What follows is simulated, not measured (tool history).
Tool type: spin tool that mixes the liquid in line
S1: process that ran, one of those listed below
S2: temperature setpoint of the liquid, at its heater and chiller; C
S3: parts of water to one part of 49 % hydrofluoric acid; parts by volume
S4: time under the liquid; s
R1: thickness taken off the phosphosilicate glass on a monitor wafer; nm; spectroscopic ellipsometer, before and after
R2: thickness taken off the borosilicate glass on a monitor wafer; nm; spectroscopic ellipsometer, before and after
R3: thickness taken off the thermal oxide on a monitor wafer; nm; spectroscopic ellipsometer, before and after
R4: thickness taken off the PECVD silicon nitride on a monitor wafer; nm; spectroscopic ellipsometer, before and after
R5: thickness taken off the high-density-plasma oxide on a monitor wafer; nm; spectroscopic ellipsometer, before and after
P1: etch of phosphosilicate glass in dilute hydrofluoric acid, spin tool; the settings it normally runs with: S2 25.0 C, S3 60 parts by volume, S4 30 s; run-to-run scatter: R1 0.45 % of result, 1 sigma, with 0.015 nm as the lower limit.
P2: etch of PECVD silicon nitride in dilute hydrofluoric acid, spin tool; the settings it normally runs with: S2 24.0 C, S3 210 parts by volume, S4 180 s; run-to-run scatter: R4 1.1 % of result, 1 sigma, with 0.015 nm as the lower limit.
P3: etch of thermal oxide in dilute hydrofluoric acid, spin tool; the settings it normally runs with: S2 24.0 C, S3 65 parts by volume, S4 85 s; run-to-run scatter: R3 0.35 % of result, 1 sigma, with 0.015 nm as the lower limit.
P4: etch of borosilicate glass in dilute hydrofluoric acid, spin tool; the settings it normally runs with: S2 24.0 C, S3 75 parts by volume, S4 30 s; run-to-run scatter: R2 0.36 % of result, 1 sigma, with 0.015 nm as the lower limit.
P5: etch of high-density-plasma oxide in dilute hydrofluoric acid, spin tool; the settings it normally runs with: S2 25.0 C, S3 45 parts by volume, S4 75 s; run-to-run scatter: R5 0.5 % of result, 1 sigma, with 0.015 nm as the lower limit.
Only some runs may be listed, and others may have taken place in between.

run,day,S1,S2,S3,S4,R1,R2,R3,R4,R5
1,0.542,P1,25.0,60,30,69.440,,,,
2,0.979,P1,25.0,60,15,34.200,,,,
3,1.617,P4,24.0,75,15,,5.1588,,,
4,2.100,P3,24.0,65,15,,,1.1451,,
5,2.479,P3,24.0,115,85,,,3.4650,,
6,2.938,P1,25.0,60,30,69.988,,,,
7,3.492,P2,24.0,90,180,,,,4.80160,
8,4.154,P5,25.0,45,75,,,,,9.7442
9,4.588,P3,31.0,65,85,,,8.5598,,
10,5.112,P1,25.0,30,50,242.360,,,,
11,5.408,P1,28.5,60,30,79.345,,,,
12,6.004,P1,25.0,60,30,69.499,,,,
13,6.312,P1,25.0,60,60,138.380,,,,
14,6.771,P4,24.0,135,30,,5.3167,,,
15,7.283,P4,24.0,75,30,,10.2700,,,
16,7.912,P2,24.0,210,180,,,,2.11320,
17,8.262,P2,17.0,210,180,,,,1.31630,
18,8.683,P5,25.0,45,15,,,,,1.9098
19,9.071,P1,25.0,20,30,220.110,,,,
20,9.454,P3,24.0,65,85,,,6.5133,,
21,10.071,P1,25.0,60,30,69.035,,,,
22,10.471,P2,24.0,210,35,,,,0.38001,
23,11.083,P1,19.5,60,30,55.806,,,,
24,11.579,P1,25.0,60,30,69.244,,,,

Forecast run 25:
25,12.088,P5,17.0,45,75,,,,,?

Run 25 came out at R5 6.9886 nm.

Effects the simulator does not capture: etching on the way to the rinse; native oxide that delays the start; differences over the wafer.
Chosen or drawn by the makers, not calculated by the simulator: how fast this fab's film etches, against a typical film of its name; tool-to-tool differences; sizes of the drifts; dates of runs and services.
